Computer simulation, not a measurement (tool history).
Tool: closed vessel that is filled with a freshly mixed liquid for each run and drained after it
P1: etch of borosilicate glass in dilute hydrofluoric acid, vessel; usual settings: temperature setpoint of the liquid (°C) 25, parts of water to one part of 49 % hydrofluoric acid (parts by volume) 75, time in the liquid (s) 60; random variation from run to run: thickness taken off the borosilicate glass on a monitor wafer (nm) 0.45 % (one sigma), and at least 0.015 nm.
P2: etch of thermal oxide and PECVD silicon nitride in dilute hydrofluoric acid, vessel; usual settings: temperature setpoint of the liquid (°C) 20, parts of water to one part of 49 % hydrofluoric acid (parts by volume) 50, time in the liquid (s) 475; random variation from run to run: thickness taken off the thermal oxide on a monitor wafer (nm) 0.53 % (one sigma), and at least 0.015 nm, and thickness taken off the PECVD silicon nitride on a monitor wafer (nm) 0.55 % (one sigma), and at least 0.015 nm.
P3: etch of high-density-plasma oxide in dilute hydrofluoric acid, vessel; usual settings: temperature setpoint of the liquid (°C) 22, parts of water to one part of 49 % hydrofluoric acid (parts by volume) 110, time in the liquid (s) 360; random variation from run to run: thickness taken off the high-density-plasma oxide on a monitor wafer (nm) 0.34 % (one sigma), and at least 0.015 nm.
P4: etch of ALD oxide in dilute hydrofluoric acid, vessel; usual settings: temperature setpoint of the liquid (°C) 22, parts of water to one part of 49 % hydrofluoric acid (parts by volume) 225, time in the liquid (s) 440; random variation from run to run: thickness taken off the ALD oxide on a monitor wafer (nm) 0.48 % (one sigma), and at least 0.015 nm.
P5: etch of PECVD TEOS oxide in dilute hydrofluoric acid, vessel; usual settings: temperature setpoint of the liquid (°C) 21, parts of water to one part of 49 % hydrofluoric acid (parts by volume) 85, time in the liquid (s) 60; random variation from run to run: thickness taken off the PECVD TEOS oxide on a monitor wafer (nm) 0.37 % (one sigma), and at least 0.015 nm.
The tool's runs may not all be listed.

| run | hour | process that ran | temperature setpoint of the liquid (°C) | parts of water to one part of 49 % hydrofluoric acid (parts by volume) | time in the liquid (s) | hours since the thermometer was replaced | hours since the hydrofluoric acid flow meter was replaced | thickness taken off the borosilicate glass on a monitor wafer (nm) | thickness taken off the thermal oxide on a monitor wafer (nm) | thickness taken off the PECVD silicon nitride on a monitor wafer (nm) | thickness taken off the PECVD TEOS oxide on a monitor wafer (nm) | thickness taken off the high-density-plasma oxide on a monitor wafer (nm) | thickness taken off the ALD oxide on a monitor wafer (nm) |
|---|---|---|---|---|---|---|---|---|---|---|---|---|---|
| 1 | 5.6 | P1 | 25 | 75 | 60 | 1128.1 | 695.7 | 20.55 |  |  |  |  |  |
| 2 | 12 | P2 | 20 | 20 | 475 | 1134.5 | 702.1 |  | 108.86 | 55.918 |  |  |  |
| 3 | 16.1 | P1 | 25 | 105 | 60 | 1138.6 | 706.2 | 14.156 |  |  |  |  |  |
| 4 | 23 | P1 | 19.5 | 75 | 60 | 1145.5 | 713.1 | 16.552 |  |  |  |  |  |
| 5 | 27.1 | P1 | 25 | 75 | 60 | 1149.6 | 717.2 | 20.675 |  |  |  |  |  |
| 6 | 31.1 | P5 | 21 | 85 | 30 | 1153.6 | 721.2 |  |  |  | 5.8588 |  |  |
| 7 | 37.3 | P5 | 21 | 45 | 60 | 1159.8 | 727.4 |  |  |  | 23.135 |  |  |
| 8 | 41.5 | P1 | 25 | 75 | 60 | 1164 | 731.6 | 20.883 |  |  |  |  |  |
| 9 | 46.9 | P1 | 31.5 | 75 | 60 | 1169.4 | 737 | 26.733 |  |  |  |  |  |
| 10 | 50.7 | P1 | 25 | 25 | 60 | 1173.2 | 740.8 | 66.436 |  |  |  |  |  |
| 11 | 55.5 | P5 | 21 | 85 | 60 | 1178 | 745.6 |  |  |  | 11.721 |  |  |
| 12 | 59.3 | P1 | 25 | 75 | 30 | 1181.8 | 749.4 | 10.249 |  |  |  |  |  |
| 13 | 63.7 | P1 | 25 | 75 | 60 | 1186.2 | 753.8 | 20.631 |  |  |  |  |  |
| 14 | 67.2 | P3 | 22 | 110 | 360 | 1189.7 | 757.3 |  |  |  |  | 20.6 |  |
| 15 | 70.9 | P2 | 20 | 50 | 475 | 1193.4 | 761 |  | 42.285 | 23.276 |  |  |  |
| 16 | 77.7 | P4 | 22 | 225 | 30 | 1200.2 | 767.8 |  |  |  |  |  | 1.0703 |
| 17 | 84.5 | P1 | 21.5 | 75 | 115 | 1207 | 774.6 | 34.498 |  |  |  |  |  |
| 18 | 87.9 | P3 | 22 | 110 | 360 | 1210.4 | 778 |  |  |  |  | 20.565 |  |
| 19 | 91.6 | P4 | 22 | 225 | 440 | 1214.1 | 781.7 |  |  |  |  |  | 16.007 |
|  | 93.3 | thermometer replaced |
| 20 | 98.6 | P3 | 22 | 20 | 360 | 5.3 | 788.7 |  |  |  |  | 126.34 |  |
| 21 | 102.4 | P1 | 25 | 75 | 60 | 9.1 | 792.5 | 20.472 |  |  |  |  |  |
| 22 | 107.8 | P3 | 22 | 110 | 55 | 14.5 | 797.9 |  |  |  |  | 3.1068 |  |
| 23 | 114 | P1 | 25 | 75 | 105 | 20.7 | 804.1 | 36.42 |  |  |  |  |  |
| 24 | 118.3 | P1 | 25 | 75 | 60 | 25 | 808.4 | 20.653 |  |  |  |  |  |
| 25 | 121.9 | P1 | 32 | 75 | 90 | 28.6 | 812 | 40.698 |  |  |  |  |  |
| 26 | 128.5 | P1 | 25 | 75 | 60 | 35.2 | 818.6 | 20.704 |  |  |  |  |  |
| 27 | 133.1 | P2 | 17 | 50 | 475 | 39.8 | 823.2 |  | 36.571 | 18.878 |  |  |  |
| 28 | 139.3 | P3 | 17 | 110 | 360 | 46 | 829.4 |  |  |  |  | 16.701 |  |
| 29 | 142.5 | P4 | 22 | 330 | 440 | 49.2 | 832.6 |  |  |  |  |  | 9.9312 |
| 30 | 148.9 | P2 | 20 | 50 | 885 | 55.6 | 839 |  | 78.561 | 43.238 |  |  |  |
| 31 | 152.5 | P5 | 26 | 85 | 60 | 59.2 | 842.6 |  |  |  | 14.337 |  |  |
| 32 | 158.6 | P4 | 17 | 225 | 440 | 65.3 | 848.7 |  |  |  |  |  | 13.185 |
| 33 | 162.4 | P1 | 25 | 75 | 60 | 69.1 | 852.5 | 20.588 |  |  |  |  |  |
| 34 | 165.7 | P1 | 25 | 75 | 60 | 72.4 | 855.8 | 20.89 |  |  |  |  |  |
| 35 | 170.6 | P1 | 25 | 75 | 60 | 77.3 | 860.7 | 21.204 |  |  |  |  |  |
| 36 | 177.4 | P1 | 25 | 75 | 60 | 84.1 | 867.5 | 21.557 |  |  |  |  |  |
| 37 | 182.6 | P1 | 25 | 75 | 60 | 89.3 | 872.7 | 21.55 |  |  |  |  |  |
| 38 | 189 | P1 | 25 | 75 | 60 | 95.7 | 879.1 | 21.805 |  |  |  |  |  |
| 39 | 192.1 | P1 | 25 | 75 | 60 | 98.8 | 882.2 | 21.889 |  |  |  |  |  |
| 40 | 198.9 | P1 | 25 | 75 | 60 | 105.6 | 889 | 21.931 |  |  |  |  |  |
| 41 | 203.9 | P1 | 25 | 75 | 60 | 110.6 | 894 | 21.933 |  |  |  |  |  |
| 42 | 210.6 | P1 | 25 | 75 | 60 | 117.3 | 900.7 | 21.926 |  |  |  |  |  |
| 43 | 216.1 | P1 | 25 | 75 | 60 | 122.8 | 906.2 | 21.843 |  |  |  |  |  |

What P1 gives has crept away from where it was. These 2 causes fit the log equally well, each at the size given:
A: liquid hotter than its thermometer reads (K) = 1.46
B: hydrofluoric acid flow above the setpoint (%) = 5.42
The creep began at about hour 162.4.

4 check runs are offered, one wafer each, their results left as question marks. Which one tells the causes apart?
| check 1 | 221.6 | P2 | 20 | 50 | 475 |  |  |  | ? | ? |  |  |  |
| check 2 | 221.6 | P3 | 22 | 110 | 360 |  |  |  |  |  |  | ? |  |
| check 3 | 221.6 | P4 | 22 | 225 | 440 |  |  |  |  |  |  |  | ? |
| check 4 | 221.6 | P5 | 21 | 85 | 60 |  |  |  |  |  | ? |  |  |

What each check would give under each cause:
| check | result | if A | if B |
|---|---|---|---|
| check 1 | thickness taken off the thermal oxide on a monitor wafer (nm) | 44.706 | 44.448 |
| check 1 | thickness taken off the PECVD silicon nitride on a monitor wafer (nm) | 25.709 | 24.465 |
| check 2 | thickness taken off the high-density-plasma oxide on a monitor wafer (nm) | 21.736 | 21.764 |
| check 3 | thickness taken off the ALD oxide on a monitor wafer (nm) | 16.887 | 17.066 |
| check 4 | thickness taken off the PECVD TEOS oxide on a monitor wafer (nm) | 12.468 | 12.447 |
How far apart the two closest causes lie, in the result that separates them most: check 1 4.96 %; check 2 0.13 %; check 3 1.06 %; check 4 0.17 %
Only check 1 tells the causes apart: in the others they would give nearly the same result.

Check 1 was then run and gave: thickness taken off the thermal oxide on a monitor wafer (nm) 44.516; thickness taken off the PECVD silicon nitride on a monitor wafer (nm) 25.796. Which cause is it?

It is A: liquid hotter than its thermometer reads (K).

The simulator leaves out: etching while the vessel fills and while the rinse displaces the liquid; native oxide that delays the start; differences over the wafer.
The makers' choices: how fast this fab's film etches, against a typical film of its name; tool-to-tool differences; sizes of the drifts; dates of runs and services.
